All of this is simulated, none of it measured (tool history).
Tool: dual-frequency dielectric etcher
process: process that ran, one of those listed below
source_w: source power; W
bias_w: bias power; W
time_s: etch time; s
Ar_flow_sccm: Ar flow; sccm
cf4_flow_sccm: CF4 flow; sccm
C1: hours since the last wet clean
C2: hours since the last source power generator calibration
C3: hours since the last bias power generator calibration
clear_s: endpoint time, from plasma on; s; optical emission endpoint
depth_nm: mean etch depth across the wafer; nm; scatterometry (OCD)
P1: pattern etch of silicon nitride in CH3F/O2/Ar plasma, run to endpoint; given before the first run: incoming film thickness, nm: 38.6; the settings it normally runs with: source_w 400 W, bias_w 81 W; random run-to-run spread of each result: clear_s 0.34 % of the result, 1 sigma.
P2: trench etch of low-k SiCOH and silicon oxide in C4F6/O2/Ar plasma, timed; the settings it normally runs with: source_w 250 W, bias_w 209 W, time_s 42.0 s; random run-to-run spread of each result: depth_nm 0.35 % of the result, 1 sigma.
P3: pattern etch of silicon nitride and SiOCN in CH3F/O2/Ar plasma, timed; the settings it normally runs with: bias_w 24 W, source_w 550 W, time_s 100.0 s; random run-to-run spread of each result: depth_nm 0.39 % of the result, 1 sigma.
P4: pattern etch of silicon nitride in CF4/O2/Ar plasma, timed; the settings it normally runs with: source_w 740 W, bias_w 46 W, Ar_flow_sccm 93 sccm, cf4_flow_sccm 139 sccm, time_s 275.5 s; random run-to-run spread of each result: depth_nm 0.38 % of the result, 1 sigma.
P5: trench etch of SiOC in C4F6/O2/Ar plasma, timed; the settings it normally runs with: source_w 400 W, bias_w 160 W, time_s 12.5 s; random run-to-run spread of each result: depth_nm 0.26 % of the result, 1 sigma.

{"run": 1, "hour": 9.1, "process": "P1", "source_w": 400, "bias_w": 81, "C1": 309.1, "C2": 471.9, "C3": 2917.5, "clear_s": 54.745}
{"run": 2, "hour": 26.8, "process": "P1", "source_w": 270, "bias_w": 81, "C1": 326.8, "C2": 489.6, "C3": 2935.2, "clear_s": 63.669}
{"run": 3, "hour": 42.0, "process": "P2", "source_w": 250, "bias_w": 209, "time_s": 42.0, "C1": 342.0, "C2": 504.8, "C3": 2950.4, "depth_nm": 119.84}
{"run": 4, "hour": 56.6, "process": "P1", "source_w": 400, "bias_w": 53, "C1": 356.6, "C2": 519.4, "C3": 2965.0, "clear_s": 62.924}
{"run": 5, "hour": 67.8, "process": "P3", "source_w": 670, "bias_w": 24, "time_s": 100.0, "C1": 367.8, "C2": 530.6, "C3": 2976.2, "depth_nm": 16.4}
{"run": 6, "hour": 84.0, "process": "P4", "source_w": 740, "bias_w": 46, "time_s": 399.0, "Ar_flow_sccm": 93, "cf4_flow_sccm": 139, "C1": 384.0, "C2": 546.8, "C3": 2992.4, "depth_nm": 1060.4}
{"run": 7, "hour": 100.3, "process": "P5", "source_w": 400, "bias_w": 160, "time_s": 12.5, "C1": 400.3, "C2": 563.1, "C3": 3008.7, "depth_nm": 24.213}
{"run": 8, "hour": 113.0, "process": "P5", "source_w": 400, "bias_w": 160, "time_s": 17.5, "C1": 413.0, "C2": 575.8, "C3": 3021.4, "depth_nm": 34.13}
{"run": 9, "hour": 130.0, "process": "P1", "source_w": 400, "bias_w": 109, "C1": 430.0, "C2": 592.8, "C3": 3038.4, "clear_s": 49.293}
{"run": 10, "hour": 141.7, "process": "P2", "source_w": 250, "bias_w": 209, "time_s": 61.5, "C1": 441.7, "C2": 604.5, "C3": 3050.1, "depth_nm": 174.43}
{"run": 11, "hour": 155.3, "process": "P5", "source_w": 400, "bias_w": 160, "time_s": 12.5, "C1": 455.3, "C2": 618.1, "C3": 3063.7, "depth_nm": 24.367}
{"run": 12, "hour": 171.4, "process": "P1", "source_w": 560, "bias_w": 81, "C1": 471.4, "C2": 634.2, "C3": 3079.8, "clear_s": 47.887}
{"run": 13, "hour": 187.1, "process": "P4", "source_w": 740, "bias_w": 46, "time_s": 275.5, "Ar_flow_sccm": 93, "cf4_flow_sccm": 111, "C1": 487.1, "C2": 649.9, "C3": 3095.5, "depth_nm": 721.49}
{"run": 14, "hour": 200.3, "process": "P1", "source_w": 400, "bias_w": 81, "C1": 500.3, "C2": 663.1, "C3": 3108.7, "clear_s": 55.037}
{"run": 15, "hour": 213.0, "process": "P5", "source_w": 400, "bias_w": 202, "time_s": 12.5, "C1": 513.0, "C2": 675.8, "C3": 3121.4, "depth_nm": 26.107}
{"run": 16, "hour": 226.8, "process": "P4", "source_w": 740, "bias_w": 46, "time_s": 275.5, "Ar_flow_sccm": 93, "cf4_flow_sccm": 139, "C1": 526.8, "C2": 689.6, "C3": 3135.2, "depth_nm": 738.53}
{"run": 17, "hour": 242.3, "process": "P5", "source_w": 280, "bias_w": 160, "time_s": 12.5, "C1": 542.3, "C2": 705.1, "C3": 3150.7, "depth_nm": 21.11}
{"run": 18, "hour": 251.8, "process": "P4", "source_w": 740, "bias_w": 46, "time_s": 275.5, "Ar_flow_sccm": 93, "cf4_flow_sccm": 139, "C1": 551.8, "C2": 714.6, "C3": 3160.2, "depth_nm": 737.21}
{"run": 19, "hour": 267.5, "process": "P1", "source_w": 400, "bias_w": 81, "C1": 567.5, "C2": 730.3, "C3": 3175.9, "clear_s": 54.564}
{"run": 20, "hour": 279.5, "process": "P3", "source_w": 550, "bias_w": 19, "time_s": 100.0, "C1": 579.5, "C2": 742.3, "C3": 3187.9, "depth_nm": 13.774}
{"run": 21, "hour": 294.5, "process": "P4", "source_w": 740, "bias_w": 46, "time_s": 275.5, "Ar_flow_sccm": 76, "cf4_flow_sccm": 139, "C1": 594.5, "C2": 757.3, "C3": 3202.9, "depth_nm": 761.97}
{"run": 22, "hour": 310.0, "process": "P1", "source_w": 290, "bias_w": 112, "C1": 610.0, "C2": 772.8, "C3": 3218.4, "clear_s": 54.95}
{"run": 23, "hour": 317.7, "process": "P1", "source_w": 400, "bias_w": 81, "C1": 617.7, "C2": 780.5, "C3": 3226.1, "clear_s": 54.547}
{"run": 24, "hour": 335.0, "process": "P3", "source_w": 550, "bias_w": 24, "time_s": 78.5, "C1": 635.0, "C2": 797.8, "C3": 3243.4, "depth_nm": 11.956}
{"run": 25, "hour": 347.3, "process": "P3", "source_w": 550, "bias_w": 24, "time_s": 100.0, "C1": 647.3, "C2": 810.1, "C3": 3255.7, "depth_nm": 15.355}
{"run": 26, "hour": 359.5, "process": "P4", "source_w": 740, "bias_w": 55, "time_s": 275.5, "Ar_flow_sccm": 93, "cf4_flow_sccm": 139, "C1": 659.5, "C2": 822.3, "C3": 3267.9, "depth_nm": 784.09}
{"run": 27, "hour": 373.1, "process": "P1", "source_w": 400, "bias_w": 81, "C1": 673.1, "C2": 835.9, "C3": 3281.5, "clear_s": 54.745}
{"run": 28, "hour": 385.2, "process": "P1", "source_w": 250, "bias_w": 108, "C1": 685.2, "C2": 848.0, "C3": 3293.6, "clear_s": 58.457}
{"run": 29, "hour": 396.2, "process": "P4", "source_w": 1030, "bias_w": 46, "time_s": 275.5, "Ar_flow_sccm": 93, "cf4_flow_sccm": 139, "C1": 696.2, "C2": 859.0, "C3": 3304.6, "depth_nm": 995.2}
{"run": 30, "hour": 405.0, "process": "P2", "source_w": 250, "bias_w": 209, "time_s": 42.0, "C1": 705.0, "C2": 867.8, "C3": 3313.4, "depth_nm": 119.33}
{"run": 31, "hour": 421.2, "process": "P2", "source_w": 330, "bias_w": 209, "time_s": 42.0, "C1": 721.2, "C2": 884.0, "C3": 3329.6, "depth_nm": 132.43}
{"run": 32, "hour": 430.2, "process": "P2", "source_w": 250, "bias_w": 264, "time_s": 42.0, "C1": 730.2, "C2": 893.0, "C3": 3338.6, "depth_nm": 129.41}
{"run": 33, "hour": 442.6, "process": "P1", "source_w": 400, "bias_w": 81, "C1": 742.6, "C2": 905.4, "C3": 3351.0, "clear_s": 54.85}
{"run": 34, "hour": 457.9, "process": "P1", "source_w": 400, "bias_w": 81, "C1": 757.9, "C2": 920.7, "C3": 3366.3, "clear_s": 54.59}
{"run": 35, "hour": 466.8, "process": "P1", "source_w": 400, "bias_w": 81, "C1": 766.8, "C2": 929.6, "C3": 3375.2, "clear_s": 54.135}
{"run": 36, "hour": 481.6, "process": "P1", "source_w": 400, "bias_w": 81, "C1": 781.6, "C2": 944.4, "C3": 3390.0, "clear_s": 54.016}
{"hour": 488.9, "done": "wet clean of the chamber"}
{"run": 37, "hour": 493.5, "process": "P1", "source_w": 400, "bias_w": 81, "C1": 4.7, "C2": 956.3, "C3": 3401.9, "clear_s": 54.11}
{"run": 38, "hour": 510.5, "process": "P1", "source_w": 400, "bias_w": 81, "C1": 21.7, "C2": 973.3, "C3": 3418.9, "clear_s": 53.76}
{"run": 39, "hour": 519.5, "process": "P1", "source_w": 400, "bias_w": 81, "C1": 30.7, "C2": 982.3, "C3": 3427.9, "clear_s": 53.747}
{"run": 40, "hour": 530.1, "process": "P1", "source_w": 400, "bias_w": 81, "C1": 41.3, "C2": 992.9, "C3": 3438.5, "clear_s": 53.981}
{"run": 41, "hour": 547.4, "process": "P1", "source_w": 400, "bias_w": 81, "C1": 58.6, "C2": 1010.2, "C3": 3455.8, "clear_s": 53.838}

The output of P1 has drifted from where it used to be. Each of the 2 causes below, taken at the size shown beside it, accounts for the log equally well:
A: source power that arrives over what is set, % = 4.65
B: bias power that arrives over what is set, % = 4.96
The gradual shift began around hour 442.6.
All other causes, with the reason each is excluded:
chamber walls in a state that raises the etch rate, %: its service at hour 488.9 followed the start of the drift and did not put the process back to its old value

Consider the 4 check runs below, whose results appear as question marks and each of which averages 2 wafers. Which one distinguishes the causes, in that each cause would give it a clearly different result?
{"run": "check 1", "hour": 564.7, "process": "P2", "source_w": 300, "bias_w": 209, "time_s": 42.0, "depth_nm": "?"}
{"run": "check 2", "hour": 564.7, "process": "P4", "source_w": 980, "bias_w": 46, "time_s": 275.5, "Ar_flow_sccm": 93, "cf4_flow_sccm": 139, "depth_nm": "?"}
{"run": "check 3", "hour": 564.7, "process": "P5", "source_w": 330, "bias_w": 198, "time_s": 12.5, "depth_nm": "?"}
{"run": "check 4", "hour": 564.7, "process": "P3", "source_w": 550, "bias_w": 20, "time_s": 100.0, "depth_nm": "?"}

Outcome of each check run for each possible cause:
check=check_1 result=depth_nm if_A=130.340 if_B=130.180
check=check_2 result=depth_nm if_A=985.170 if_B=961.650
check=check_3 result=depth_nm if_A=24.575 if_B=24.536
check=check_4 result=depth_nm if_A=14.370 if_B=14.436
Smallest distance between any two causes, each pair judged by its most separating result, in per cent: check 1 0.13 %; check 2 2.42 %; check 3 0.16 %; check 4 0.46 %
Of the check runs offered, only check 2 discriminates between the causes; the rest would read about the same regardless of which cause applies.

Check 2 was carried out, with these results: depth_nm 961.600 nm. Which of the listed causes is responsible?

Of the candidate causes, it is B: bias power that arrives over what is set, %.
